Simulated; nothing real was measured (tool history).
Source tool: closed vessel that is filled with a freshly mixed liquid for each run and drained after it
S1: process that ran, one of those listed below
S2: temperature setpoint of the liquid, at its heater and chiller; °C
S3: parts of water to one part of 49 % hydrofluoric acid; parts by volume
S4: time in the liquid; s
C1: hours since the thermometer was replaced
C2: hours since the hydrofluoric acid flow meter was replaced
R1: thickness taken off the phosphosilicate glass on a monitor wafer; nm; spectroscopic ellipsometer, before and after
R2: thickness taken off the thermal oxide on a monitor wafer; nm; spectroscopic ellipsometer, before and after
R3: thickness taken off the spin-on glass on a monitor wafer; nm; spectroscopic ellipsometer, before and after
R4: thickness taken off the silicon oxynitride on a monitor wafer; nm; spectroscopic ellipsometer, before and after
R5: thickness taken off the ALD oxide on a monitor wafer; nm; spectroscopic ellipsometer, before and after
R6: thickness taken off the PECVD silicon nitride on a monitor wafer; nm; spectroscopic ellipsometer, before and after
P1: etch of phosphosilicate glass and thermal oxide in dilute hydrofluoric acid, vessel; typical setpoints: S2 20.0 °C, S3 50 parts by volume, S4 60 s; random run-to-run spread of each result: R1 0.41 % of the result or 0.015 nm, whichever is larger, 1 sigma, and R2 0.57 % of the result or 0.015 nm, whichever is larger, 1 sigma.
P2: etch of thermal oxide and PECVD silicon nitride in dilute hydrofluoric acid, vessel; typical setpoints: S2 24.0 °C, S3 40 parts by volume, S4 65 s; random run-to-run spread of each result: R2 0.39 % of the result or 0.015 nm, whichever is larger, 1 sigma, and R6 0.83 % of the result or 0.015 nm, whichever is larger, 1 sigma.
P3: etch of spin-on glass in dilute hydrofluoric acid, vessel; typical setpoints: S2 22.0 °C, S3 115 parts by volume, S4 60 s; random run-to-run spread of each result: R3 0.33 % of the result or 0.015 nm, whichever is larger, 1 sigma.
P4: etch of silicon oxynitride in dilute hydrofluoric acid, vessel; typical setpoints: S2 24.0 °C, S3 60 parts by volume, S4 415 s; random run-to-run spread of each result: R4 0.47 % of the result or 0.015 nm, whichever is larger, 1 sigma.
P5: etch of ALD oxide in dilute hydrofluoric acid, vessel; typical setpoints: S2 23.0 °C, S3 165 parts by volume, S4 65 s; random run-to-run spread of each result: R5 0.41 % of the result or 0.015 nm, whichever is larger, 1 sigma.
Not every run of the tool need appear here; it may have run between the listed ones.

run 1 hour=10.7 | S1=P1 S2=20.0 S3=50 S4=60 | C1=1408.9 C2=1280.3 | R1=134.670 R2=4.9857
run 2 hour=23.2 | S1=P3 S2=22.0 S3=115 S4=60 | C1=1421.4 C2=1292.8 | R3=26.923
run 3 hour=32.7 | S1=P1 S2=20.0 S3=50 S4=30 | C1=1430.9 C2=1302.3 | R1=67.085 R2=2.4576
run 4 hour=46.0 | S1=P1 S2=20.0 S3=50 S4=60 | C1=1444.2 C2=1315.6 | R1=134.980 R2=4.9490
run 5 hour=53.9 | S1=P4 S2=31.0 S3=60 S4=415 | C1=1452.1 C2=1323.5 | R4=34.328
run 6 hour=61.0 | S1=P4 S2=24.0 S3=60 S4=415 | C1=1459.2 C2=1330.6 | R4=24.731
run 7 hour=73.2 | S1=P4 S2=24.0 S3=100 S4=415 | C1=1471.4 C2=1342.8 | R4=14.287
run 8 hour=85.9 | S1=P1 S2=26.5 S3=50 S4=60 | C1=1484.1 C2=1355.5 | R1=176.010 R2=6.4823
run 9 hour=95.3 | S1=P3 S2=28.0 S3=115 S4=60 | C1=1493.5 C2=1364.9 | R3=33.966
run 10 hour=107.8 | S1=P1 S2=20.0 S3=50 S4=60 | C1=1506.0 C2=1377.4 | R1=134.840 R2=4.9974
run 11 hour=116.1 | S1=P1 S2=17.0 S3=50 S4=60 | C1=1514.3 C2=1385.7 | R1=118.400 R2=4.3431
run 12 hour=123.4 | S1=P1 S2=20.0 S3=50 S4=60 | C1=1521.6 C2=1393.0 | R1=135.000 R2=4.9673
run 13 hour=134.4 | S1=P1 S2=20.0 S3=50 S4=105 | C1=1532.6 C2=1404.0 | R1=235.280 R2=8.7382
run 14 hour=147.5 | S1=P5 S2=23.0 S3=35 S4=65 | C1=1545.7 C2=1417.1 | R5=37.9990
run 15 hour=159.8 | S1=P1 S2=20.0 S3=50 S4=60 | C1=1558.0 C2=1429.4 | R1=134.490 R2=4.9231
run 16 hour=170.9 | S1=P2 S2=24.0 S3=20 S4=65 | C1=1569.1 C2=1440.5 | R2=17.3870 R6=6.1299
run 17 hour=180.1 | S1=P5 S2=23.0 S3=165 S4=65 | C1=1578.3 C2=1449.7 | R5=6.8999
run 18 hour=192.3 | S1=P3 S2=22.0 S3=115 S4=30 | C1=1590.5 C2=1461.9 | R3=13.504
run 19 hour=199.4 | S1=P1 S2=20.0 S3=50 S4=60 | C1=1597.6 C2=1469.0 | R1=135.730 R2=4.9915
run 20 hour=210.2 | S1=P5 S2=31.0 S3=165 S4=65 | C1=1608.4 C2=1479.8 | R5=9.2273
run 21 hour=219.9 | S1=P5 S2=23.0 S3=165 S4=30 | C1=1618.1 C2=1489.5 | R5=3.1995
run 22 hour=231.5 | S1=P2 S2=32.0 S3=40 S4=65 | C1=1629.7 C2=1501.1 | R2=11.7430 R6=5.3635
run 23 hour=238.8 | S1=P4 S2=24.0 S3=60 S4=650 | C1=1637.0 C2=1508.4 | R4=38.811
run 24 hour=245.1 | S1=P1 S2=17.0 S3=50 S4=30 | C1=1643.3 C2=1514.7 | R1=58.853 R2=2.1927
run 25 hour=255.4 | S1=P3 S2=22.0 S3=30 S4=60 | C1=1653.6 C2=1525.0 | R3=114.800
run 26 hour=264.0 | S1=P2 S2=24.0 S3=40 S4=30 | C1=1662.2 C2=1533.6 | R2=3.9674 R6=1.4518
run 27 hour=274.6 | S1=P2 S2=24.0 S3=40 S4=65 | C1=1672.8 C2=1544.2 | R2=8.5356 R6=3.1674
run 28 hour=280.7 | S1=P1 S2=20.0 S3=75 S4=60 | C1=1678.9 C2=1550.3 | R1=87.052 R2=3.1947
run 29 hour=286.8 | S1=P2 S2=24.0 S3=40 S4=65 | C1=1685.0 C2=1556.4 | R2=8.4676 R6=3.1791
run 30 hour=299.5 | S1=P1 S2=20.0 S3=20 S4=60 | C1=1697.7 C2=1569.1 | R1=350.880 R2=12.9380
run 31 hour=311.8 | S1=P3 S2=22.0 S3=115 S4=60 | C1=1710.0 C2=1581.4 | R3=26.879
run 32 hour=324.1 | S1=P1 S2=20.0 S3=50 S4=60 | C1=1722.3 C2=1593.7 | R1=135.390 R2=5.0235
run 33 hour=332.4 | S1=P1 S2=20.0 S3=50 S4=60 | C1=1730.6 C2=1602.0 | R1=132.380 R2=4.8490
run 34 hour=342.1 | S1=P1 S2=20.0 S3=50 S4=60 | C1=1740.3 C2=1611.7 | R1=128.810 R2=4.7803
run 35 hour=354.3 | S1=P1 S2=20.0 S3=50 S4=60 | C1=1752.5 C2=1623.9 | R1=127.080 R2=4.7310
run 36 hour=362.2 | S1=P1 S2=20.0 S3=50 S4=60 | C1=1760.4 C2=1631.8 | R1=126.140 R2=4.6534
run 37 hour=372.5 | S1=P1 S2=20.0 S3=50 S4=60 | C1=1770.7 C2=1642.1 | R1=125.540 R2=4.6484
run 38 hour=381.2 | S1=P1 S2=20.0 S3=50 S4=60 | C1=1779.4 C2=1650.8 | R1=124.430 R2=4.6040
run 39 hour=393.6 | S1=P1 S2=20.0 S3=50 S4=60 | C1=1791.8 C2=1663.2 | R1=124.710 R2=4.6030
run 40 hour=400.6 | S1=P1 S2=20.0 S3=50 S4=60 | C1=1798.8 C2=1670.2 | R1=123.530 R2=4.6113
run 41 hour=411.5 | S1=P1 S2=20.0 S3=50 S4=60 | C1=1809.7 C2=1681.1 | R1=125.410 R2=4.6810

What P1 gives has crept off from where it sat before. The 2 causes that follow fit the log equally well, each at the size noted:
A: liquid colder than its thermometer reads (K) = 1.8
B: hydrofluoric acid flow below the setpoint (%) = 6.99
The gradual shift began around hour 324.1.

Which of the 4 check runs listed below, each an average over 3 wafers with its results shown as question marks, gives clearly different results under the different listed causes?
run check 1 hour=422.4 | S1=P5 S2=23.0 S3=80 S4=30 | R5=?
run check 2 hour=422.4 | S1=P4 S2=31.0 S3=60 S4=570 | R4=?
run check 3 hour=422.4 | S1=P2 S2=32.0 S3=40 S4=30 | R2=? R6=?
run check 4 hour=422.4 | S1=P3 S2=22.0 S3=40 S4=35 | R3=?

What each check would give under each cause:
check=check_1 result=R5 if_A=6.7278 if_B=6.6858
check=check_2 result=R4 if_A=43.333 if_B=43.583
check=check_3 result=R2 if_A=5.0416 if_B=5.0076
check=check_3 result=R6 if_A=2.1959 if_B=2.2952
check=check_4 result=R3 if_A=45.909 if_B=45.908
Gap, in per cent, between the two causes that each check separates least, read from the result that separates them most: check 1 0.63 %; check 2 0.57 %; check 3 4.42 %; check 4 0 %
Of the check runs offered, only check 3 discriminates between the causes; the rest would read about the same regardless of which cause applies.

Here is what check 3 returned: R2 5.0488 nm; R6 2.1893 nm. Which cause is it?

It is A: liquid colder than its thermometer reads (K).

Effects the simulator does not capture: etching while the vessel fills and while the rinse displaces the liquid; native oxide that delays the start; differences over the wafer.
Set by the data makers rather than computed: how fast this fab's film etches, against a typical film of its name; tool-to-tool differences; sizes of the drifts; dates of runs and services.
